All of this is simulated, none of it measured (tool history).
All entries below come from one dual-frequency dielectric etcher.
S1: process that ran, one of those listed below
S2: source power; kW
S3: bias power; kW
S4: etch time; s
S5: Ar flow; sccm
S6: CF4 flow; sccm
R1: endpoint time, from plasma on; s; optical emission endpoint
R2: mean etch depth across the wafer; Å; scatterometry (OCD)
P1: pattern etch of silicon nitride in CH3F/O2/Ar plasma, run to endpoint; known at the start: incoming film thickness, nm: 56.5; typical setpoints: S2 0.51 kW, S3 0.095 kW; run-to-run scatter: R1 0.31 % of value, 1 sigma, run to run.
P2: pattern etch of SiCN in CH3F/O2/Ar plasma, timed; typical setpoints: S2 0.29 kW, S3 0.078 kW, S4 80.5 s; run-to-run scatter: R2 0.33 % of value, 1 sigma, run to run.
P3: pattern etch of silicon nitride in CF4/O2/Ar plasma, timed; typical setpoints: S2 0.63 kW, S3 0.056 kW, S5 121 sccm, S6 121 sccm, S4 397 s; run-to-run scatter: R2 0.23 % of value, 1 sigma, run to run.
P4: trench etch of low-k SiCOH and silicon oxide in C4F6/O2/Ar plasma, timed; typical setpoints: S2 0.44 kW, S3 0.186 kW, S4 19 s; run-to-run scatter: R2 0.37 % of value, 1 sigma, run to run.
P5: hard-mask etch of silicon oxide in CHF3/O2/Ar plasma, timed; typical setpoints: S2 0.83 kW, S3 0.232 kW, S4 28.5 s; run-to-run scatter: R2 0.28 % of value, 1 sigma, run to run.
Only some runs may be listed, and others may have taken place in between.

run   hour  S1    S2     S3     S4   S5   S6      R1      R2
  1    6.5  P1  0.51  0.095                   66.568
  2   17.1  P5  0.83  0.232   28.5                    696.81
  3     30  P5  1.16  0.232   28.5                    794.19
  4   36.5  P1  0.51  0.095                   66.597
  5     48  P2  0.29  0.078   80.5                     276.7
  6   58.7  P1  0.51  0.095                   66.747
  7   70.8  P5  0.83  0.232   15.5                    378.27
  8   82.8  P5  0.83  0.295   28.5                    757.63
  9   97.7  P1  0.51  0.062                   77.072
 10  111.9  P3  0.63  0.056  278.5  121  121          6602.5
 11  121.5  P4  0.44  0.123     19                    541.51
 12  135.2  P3  0.63  0.076    397  121  121           10645
 13  147.6  P4  0.59  0.186     19                    685.44
 14  155.6  P2  0.29  0.111   80.5                    316.48
 15  163.7  P2  0.18  0.078   80.5                    233.22
 16  175.5  P1  0.66  0.071                   66.716
 17  188.6  P1  0.51  0.118                   61.338
 18  199.7  P5  0.83  0.232   28.5                    697.22
 19    213  P1  0.65  0.095                   61.154
     222.9  -- source power generator calibrated
 20  223.7  P3  0.63  0.056    397   73  121           10007
 21  236.1  P4  0.44  0.186     26                    835.31
 22  245.3  P1  0.51  0.095                   66.254
 23  252.8  P3  0.63  0.056    397  121  121            9395
 24  260.7  P2  0.29  0.078     51                    176.74
 25  270.5  P1  0.51  0.095                    66.18
 26    282  P1  0.35  0.095                   76.781
 27    296  P1  0.32  0.116                   73.546
 28  310.3  P4  0.44  0.186     19                    610.91
 29  320.2  P3  0.63  0.056    397  121   89          9031.7
 30  327.2  P3  0.49  0.056    397  121  121            7558
 31  337.8  P1  0.51  0.095                   66.532
 32  348.3  P1  0.51  0.095                    66.66
 33  360.2  P1  0.51  0.095                   67.083
 34  370.2  P1  0.51  0.095                   67.575
 35  384.3  P1  0.51  0.095                   67.912
 36  392.7  P1  0.51  0.095                   67.304
 37  403.4  P1  0.51  0.095                   67.715

Run 38 is up next; what results do you expect?
     403.7  -- wet clean of the chamber
 38  417.9  P1  0.51  0.095               ?

Run 38 produced R1 67.589 s.
